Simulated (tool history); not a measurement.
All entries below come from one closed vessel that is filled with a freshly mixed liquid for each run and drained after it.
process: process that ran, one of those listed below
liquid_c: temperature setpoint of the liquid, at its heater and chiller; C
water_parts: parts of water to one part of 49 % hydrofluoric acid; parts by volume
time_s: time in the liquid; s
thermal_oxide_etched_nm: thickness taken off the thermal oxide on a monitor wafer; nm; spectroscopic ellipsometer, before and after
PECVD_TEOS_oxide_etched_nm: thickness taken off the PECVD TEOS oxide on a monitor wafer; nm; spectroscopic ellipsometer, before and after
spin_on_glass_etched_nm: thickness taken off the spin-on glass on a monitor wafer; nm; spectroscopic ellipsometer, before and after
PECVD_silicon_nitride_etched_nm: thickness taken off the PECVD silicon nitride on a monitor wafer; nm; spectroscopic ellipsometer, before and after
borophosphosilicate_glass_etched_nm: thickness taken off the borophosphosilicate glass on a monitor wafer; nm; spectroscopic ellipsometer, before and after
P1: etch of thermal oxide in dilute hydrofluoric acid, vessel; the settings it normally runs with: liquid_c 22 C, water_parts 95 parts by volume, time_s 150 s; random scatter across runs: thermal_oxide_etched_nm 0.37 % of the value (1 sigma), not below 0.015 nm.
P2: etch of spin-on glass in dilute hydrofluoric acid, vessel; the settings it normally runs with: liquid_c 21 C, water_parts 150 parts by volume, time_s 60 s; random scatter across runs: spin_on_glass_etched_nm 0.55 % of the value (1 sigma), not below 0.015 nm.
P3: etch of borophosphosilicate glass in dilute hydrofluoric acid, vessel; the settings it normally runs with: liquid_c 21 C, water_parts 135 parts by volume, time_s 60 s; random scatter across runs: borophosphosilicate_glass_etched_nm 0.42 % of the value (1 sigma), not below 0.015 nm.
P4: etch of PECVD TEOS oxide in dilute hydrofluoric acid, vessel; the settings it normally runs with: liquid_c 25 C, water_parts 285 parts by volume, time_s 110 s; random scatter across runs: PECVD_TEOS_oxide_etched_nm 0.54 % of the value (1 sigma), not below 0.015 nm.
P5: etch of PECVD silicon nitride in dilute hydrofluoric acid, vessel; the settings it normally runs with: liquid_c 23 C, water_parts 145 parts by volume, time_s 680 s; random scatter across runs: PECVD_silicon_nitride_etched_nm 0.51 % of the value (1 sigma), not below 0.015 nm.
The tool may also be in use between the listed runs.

run   hour  process  liquid_c  water_parts  time_s  hours since the thermometer was replaced  hours since the hydrofluoric acid flow meter was replaced  thermal_oxide_etched_nm  PECVD_TEOS_oxide_etched_nm  spin_on_glass_etched_nm  PECVD_silicon_nitride_etched_nm  borophosphosilicate_glass_etched_nm
  1    7.4       P1        22           95     150                                     503.7                                                     1004.9                   6.6812
  2     15       P1        17           35     150                                     511.3                                                     1012.5                   15.604
  3   21.9       P1        22           95     150                                     518.2                                                     1019.4                   6.5912
  4   29.2       P1        22          150     150                                     525.5                                                     1026.7                   3.9562
  5   36.1       P4        18          285     110                                     532.4                                                     1033.6                                               7.2721
  6   42.1       P1        22           95     150                                     538.4                                                     1039.6                   6.6535
  7   47.2       P4        25          285     210                                     543.5                                                     1044.7                                               17.941
  8     56       P4        25          285     110                                     552.3                                                     1053.5                                               9.4214
  9   63.6       P4        25          185     110                                     559.9                                                     1061.1                                               15.937
 10   69.5       P2        17          150      60                                     565.8                                                       1067                                                                        7.2939
      73.9  -- hydrofluoric acid flow meter replaced
 11   74.3       P1        22           95     270                                     570.6                                                        0.5                   12.012
 12   79.2       P1        22           95     150                                     575.5                                                        5.4                   6.6529
 13   86.6       P1        22           95     150                                     582.9                                                       12.8                   6.7143
 14     93       P5        23          145    1155                                     589.3                                                       19.2                                                                                                         29.643
 15   98.5       P1        17           95     150                                     594.8                                                       24.7                   5.3918
 16    105       P3        21           25      60                                     601.3                                                       31.2                                                                                                                                               190.4
 17  109.9       P2        21          150      60                                     606.2                                                       36.1                                                                        8.7554
 18  118.8       P2        21          150      60                                     615.1                                                         45                                                                        8.6475
 19  124.7       P3        21          135     105                                       621                                                       50.9                                                                                                                                              53.605
 20  133.1       P1        22           95      65                                     629.4                                                       59.3                   2.8692
 21  140.9       P1        22           35     150                                     637.2                                                       67.1                     19.4
 22  146.3       P2        21          150     110                                     642.6                                                       72.5                                                                        15.924
 23  153.3       P3        21          135      60                                     649.6                                                       79.5                                                                                                                                              30.894
 24  158.7       P1        22           95     150                                       655                                                       84.9                   6.6407
 25  167.5       P5        23          145     680                                     663.8                                                       93.7                                                                                                          17.26
 26  172.4       P2        21          255      60                                     668.7                                                       98.6                                                                        4.6362

Run 27 comes next. What will it give?
 27  179.3       P5        27          145     680                                     675.6                                                      105.5                                                                                                              ?

{"run 27": {"PECVD_silicon_nitride_etched_nm": 22.587}}
